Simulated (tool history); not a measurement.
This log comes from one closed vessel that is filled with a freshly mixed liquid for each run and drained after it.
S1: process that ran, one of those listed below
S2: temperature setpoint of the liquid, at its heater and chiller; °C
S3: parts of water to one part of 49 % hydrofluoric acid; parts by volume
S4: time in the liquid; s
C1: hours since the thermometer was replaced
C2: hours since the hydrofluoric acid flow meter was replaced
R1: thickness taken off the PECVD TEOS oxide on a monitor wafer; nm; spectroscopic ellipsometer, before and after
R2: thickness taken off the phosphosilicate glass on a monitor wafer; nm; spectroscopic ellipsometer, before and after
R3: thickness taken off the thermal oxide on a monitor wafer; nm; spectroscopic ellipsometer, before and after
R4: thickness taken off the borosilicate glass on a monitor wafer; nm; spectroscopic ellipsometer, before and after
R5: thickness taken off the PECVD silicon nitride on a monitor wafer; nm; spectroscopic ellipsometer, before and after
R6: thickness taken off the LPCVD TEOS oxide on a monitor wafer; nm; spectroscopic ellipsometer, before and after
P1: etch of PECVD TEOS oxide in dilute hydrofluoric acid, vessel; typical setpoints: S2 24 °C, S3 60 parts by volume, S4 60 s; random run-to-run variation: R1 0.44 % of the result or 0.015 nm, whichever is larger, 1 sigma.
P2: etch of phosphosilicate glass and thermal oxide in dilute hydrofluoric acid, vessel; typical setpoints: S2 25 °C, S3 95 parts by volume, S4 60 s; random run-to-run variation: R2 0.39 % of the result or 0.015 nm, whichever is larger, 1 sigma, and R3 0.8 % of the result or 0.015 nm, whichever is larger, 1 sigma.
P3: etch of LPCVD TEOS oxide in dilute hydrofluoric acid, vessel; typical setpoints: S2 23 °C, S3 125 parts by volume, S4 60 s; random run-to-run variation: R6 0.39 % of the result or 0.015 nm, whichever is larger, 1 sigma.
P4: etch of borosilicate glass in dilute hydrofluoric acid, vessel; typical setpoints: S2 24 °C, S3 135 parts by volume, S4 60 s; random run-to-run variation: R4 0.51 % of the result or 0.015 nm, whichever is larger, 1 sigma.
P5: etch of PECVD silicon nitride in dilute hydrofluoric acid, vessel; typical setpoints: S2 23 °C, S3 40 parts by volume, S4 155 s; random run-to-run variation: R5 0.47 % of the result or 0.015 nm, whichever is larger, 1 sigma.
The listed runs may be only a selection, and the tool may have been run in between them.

run	hour	S1	S2	S3	S4	C1	C2	R1	R2	R3	R4	R5	R6
1	9	P1	24	60	60	495	1336	9.105					
2	18.3	P2	25	95	105	504.3	1345.3		136.71	5.3901			
3	32.5	P4	24	190	60	518.5	1359.5				11.622		
4	46.4	P4	24	135	30	532.4	1373.4				8.723		
5	59.1	P5	23	20	155	545.1	1386.1					17.396	
6	72.8	P4	24	135	60	558.8	1399.8				17.336		
7	85.5	P1	24	20	60	571.5	1412.5	28.607					
8	96.9	P2	25	95	60	582.9	1423.9		78.564	3.0356			
9	108.7	P5	23	40	270	594.7	1435.7					15.571	
10	120.9	P4	29	135	60	606.9	1447.9				20.987		
11	127.4	P2	31.5	95	60	613.4	1454.4		100	3.8619			
12	133.9	P1	24	60	120	619.9	1460.9	18.25					
13	148.6	P5	30.5	40	155	634.6	1475.6					14.685	
14	157.3	P1	27.5	60	60	643.3	1484.3	10.544					
15	170.2	P1	24	100	60	656.2	1497.2	5.1501					
16	177.6	P3	23	125	60	663.6	1504.6						18.215
# hour 180.2: thermometer replaced
17	186.8	P1	24	60	30	6.7	1513.8	4.5554					
18	199.1	P1	19.5	60	60	19	1526.1	7.6291					
19	205.5	P2	25	95	60	25.4	1532.5		78.548	3.0524			
20	214.7	P1	19.5	90	60	34.6	1541.7	4.8785					
21	227.6	P1	24	60	60	47.5	1554.6	9.1276					
22	238.1	P3	23	125	30	58	1565.1						9.128
23	251.3	P1	24	60	60	71.2	1578.3	9.0768					
24	265.9	P1	24	60	60	85.8	1592.9	9.0426					
25	279.5	P3	23	190	60	99.4	1606.5						11.159
26	287.6	P1	17	85	60	107.5	1614.6	4.6688					
27	299.1	P3	18.5	125	60	119	1626.1						15.246
28	313	P3	23	125	60	132.9	1640						18.15
29	326.8	P5	23	40	155	146.7	1653.8					9.0069	
30	335.5	P1	24	60	60	155.4	1662.5	9.0467					
31	343.8	P2	25	175	60	163.7	1670.8		38.651	1.492			
32	355.6	P1	24	60	60	175.5	1682.6	9.0482					
33	370.2	P1	24	60	60	190.1	1697.2	9.1247					
34	378.3	P1	24	60	60	198.2	1705.3	8.8087					

What does the tool deliver on the next run?
35	389.5	P1	24	60	60	209.4	1716.5	?					

For run 35 the tool returned R1 8.6052 nm.

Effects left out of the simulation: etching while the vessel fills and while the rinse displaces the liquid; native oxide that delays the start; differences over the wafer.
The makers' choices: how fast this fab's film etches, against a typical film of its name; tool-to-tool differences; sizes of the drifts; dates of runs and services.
